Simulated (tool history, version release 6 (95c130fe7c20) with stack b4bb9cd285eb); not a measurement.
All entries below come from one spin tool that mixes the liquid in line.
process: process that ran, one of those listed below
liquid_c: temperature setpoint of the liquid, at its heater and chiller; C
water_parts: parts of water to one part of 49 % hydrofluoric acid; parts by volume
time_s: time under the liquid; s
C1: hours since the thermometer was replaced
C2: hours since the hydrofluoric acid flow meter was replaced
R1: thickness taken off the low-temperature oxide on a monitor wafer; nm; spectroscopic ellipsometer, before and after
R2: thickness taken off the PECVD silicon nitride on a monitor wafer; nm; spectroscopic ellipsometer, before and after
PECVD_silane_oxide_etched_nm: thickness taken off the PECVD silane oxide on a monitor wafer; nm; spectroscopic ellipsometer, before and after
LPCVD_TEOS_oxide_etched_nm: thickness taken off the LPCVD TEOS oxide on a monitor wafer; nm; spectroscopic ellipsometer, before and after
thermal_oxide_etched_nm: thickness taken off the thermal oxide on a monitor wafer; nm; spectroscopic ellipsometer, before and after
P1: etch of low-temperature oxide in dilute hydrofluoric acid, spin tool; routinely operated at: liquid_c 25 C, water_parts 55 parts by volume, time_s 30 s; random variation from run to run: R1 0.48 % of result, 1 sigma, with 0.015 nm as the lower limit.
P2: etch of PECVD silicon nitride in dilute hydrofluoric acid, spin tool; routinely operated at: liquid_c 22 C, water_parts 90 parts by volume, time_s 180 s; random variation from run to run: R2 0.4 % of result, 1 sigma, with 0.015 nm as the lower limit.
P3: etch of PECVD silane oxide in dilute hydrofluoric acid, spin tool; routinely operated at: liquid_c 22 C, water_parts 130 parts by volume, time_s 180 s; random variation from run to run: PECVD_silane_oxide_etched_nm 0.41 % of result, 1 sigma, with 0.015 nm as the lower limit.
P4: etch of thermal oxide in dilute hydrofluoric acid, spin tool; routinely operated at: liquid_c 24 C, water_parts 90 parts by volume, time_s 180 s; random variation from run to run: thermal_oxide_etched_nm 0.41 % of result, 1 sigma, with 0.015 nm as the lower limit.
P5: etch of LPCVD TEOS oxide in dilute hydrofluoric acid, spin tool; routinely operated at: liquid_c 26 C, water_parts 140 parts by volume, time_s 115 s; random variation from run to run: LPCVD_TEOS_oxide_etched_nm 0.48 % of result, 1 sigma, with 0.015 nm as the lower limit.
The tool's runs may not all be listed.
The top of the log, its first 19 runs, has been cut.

Run 20, hour 202.3: process P2, liquid_c 22 C, water_parts 90 parts by volume, time_s 25 s; C1 872.9; C2 947.4. Result: R2 0.70575 nm.
Run 21, hour 211.5: process P4, liquid_c 31 C, water_parts 90 parts by volume, time_s 180 s; C1 882.1; C2 956.6. Result: thermal_oxide_etched_nm 13.266 nm.
Run 22, hour 219.4: process P1, liquid_c 25 C, water_parts 55 parts by volume, time_s 55 s; C1 890; C2 964.5. Result: R1 19.065 nm.
Run 23, hour 230.4: process P4, liquid_c 24 C, water_parts 90 parts by volume, time_s 85 s; C1 901; C2 975.5. Result: thermal_oxide_etched_nm 4.8354 nm.
Run 24, hour 237.4: process P1, liquid_c 25 C, water_parts 20 parts by volume, time_s 30 s; C1 908; C2 982.5. Result: R1 30.308 nm.
Run 25, hour 244.8: process P5, liquid_c 31.5 C, water_parts 140 parts by volume, time_s 115 s; C1 915.4; C2 989.9. Result: LPCVD_TEOS_oxide_etched_nm 18.108 nm.
Run 26, hour 256.1: process P5, liquid_c 26 C, water_parts 140 parts by volume, time_s 115 s; C1 926.7; C2 1001.2. Result: LPCVD_TEOS_oxide_etched_nm 14.906 nm.
Run 27, hour 265.8: process P1, liquid_c 25 C, water_parts 55 parts by volume, time_s 15 s; C1 936.4; C2 1010.9. Result: R1 5.2451 nm.
At hour 270.5: thermometer replaced.
Run 28, hour 273.4: process P1, liquid_c 21 C, water_parts 90 parts by volume, time_s 30 s; C1 2.9; C2 1018.5. Result: R1 5.1885 nm.
Run 29, hour 282.6: process P3, liquid_c 22 C, water_parts 185 parts by volume, time_s 180 s; C1 12.1; C2 1027.7. Result: PECVD_silane_oxide_etched_nm 17.719 nm.
Run 30, hour 295.6: process P1, liquid_c 25 C, water_parts 55 parts by volume, time_s 30 s; C1 25.1; C2 1040.7. Result: R1 10.467 nm.

The next listed run, before its measurement:
Run 31, hour 307: process P1, liquid_c 25 C, water_parts 55 parts by volume, time_s 30 s; C1 36.5; C2 1052.1. Result: R1 ?.

Run 31 came out at R1 10.394 nm.
